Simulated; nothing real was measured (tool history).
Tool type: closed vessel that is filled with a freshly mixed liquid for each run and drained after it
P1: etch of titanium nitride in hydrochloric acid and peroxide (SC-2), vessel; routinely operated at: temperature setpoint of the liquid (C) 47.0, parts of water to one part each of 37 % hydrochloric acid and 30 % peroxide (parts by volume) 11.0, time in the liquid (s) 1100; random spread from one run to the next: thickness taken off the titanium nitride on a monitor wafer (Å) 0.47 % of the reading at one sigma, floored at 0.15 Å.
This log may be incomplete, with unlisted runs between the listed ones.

run   hour  temperature setpoint of the liquid (C)  parts of water to one part each of 37 % hydrochloric acid and 30 % peroxide (parts by volume)  time in the liquid (s)  hours since the thermometer was replaced  hours since the chemicals flow meter was replaced  hours since the drum of peroxide was connected  thickness taken off the titanium nitride on a monitor wafer (Å)
  1   10.0                                    47.0                                                                                           11.0                    1100                                     555.0                                              213.5                                           211.4                                                          157.730
  2   18.2                                    38.5                                                                                            6.0                    1100                                     563.2                                              221.7                                           219.6                                                          140.990
  3   25.0                                    47.0                                                                                           11.0                    1100                                     570.0                                              228.5                                           226.4                                                          156.760
  4   32.3                                    47.0                                                                                           11.0                     365                                     577.3                                              235.8                                           233.7                                                           51.977
  5   45.9                                    47.0                                                                                            4.0                    1100                                     590.9                                              249.4                                           247.3                                                          339.260
  6   56.0                                    47.0                                                                                           11.0                    1100                                     601.0                                              259.5                                           257.4                                                          159.200
      58.2  -- thermometer replaced
  7   69.0                                    47.0                                                                                           11.0                    1100                                      10.8                                              272.5                                           270.4                                                          157.210
  8   77.0                                    61.5                                                                                           11.0                    1100                                      18.8                                              280.5                                           278.4                                                          404.620
  9   86.3                                    63.0                                                                                           11.0                    1615                                      28.1                                              289.8                                           287.7                                                          653.120
 10   97.7                                    47.0                                                                                           11.0                    1100                                      39.5                                              301.2                                           299.1                                                          157.560
 11  107.6                                    35.0                                                                                           11.0                    1100                                      49.4                                              311.1                                           309.0                                                           67.781
 12  115.4                                    47.0                                                                                           18.5                    1100                                      57.2                                              318.9                                           316.8                                                           99.933
 13  125.0                                    47.0                                                                                           11.0                    1100                                      66.8                                              328.5                                           326.4                                                          156.920
 14  137.3                                    47.0                                                                                           11.0                    1700                                      79.1                                              340.8                                           338.7                                                          243.930
 15  147.7                                    47.0                                                                                           11.0                    1100                                      89.5                                              351.2                                           349.1                                                          156.150
 16  155.2                                    47.0                                                                                           11.0                    1100                                      97.0                                              358.7                                           356.6                                                          153.630
 17  162.2                                    47.0                                                                                           11.0                    1100                                     104.0                                              365.7                                           363.6                                                          150.460
 18  171.7                                    47.0                                                                                           11.0                    1100                                     113.5                                              375.2                                           373.1                                                          148.090
 19  185.3                                    47.0                                                                                           11.0                    1100                                     127.1                                              388.8                                           386.7                                                          144.900
 20  192.2                                    47.0                                                                                           11.0                    1100                                     134.0                                              395.7                                           393.6                                                          144.270

What will run 21 give?
     204.3  -- new drum of peroxide connected
 21  204.9                                    47.0                                                                                           11.0                    1100                                     146.7                                              408.4                                             0.7                                                                ?

thickness taken off the titanium nitride on a monitor wafer (Å): 143.790
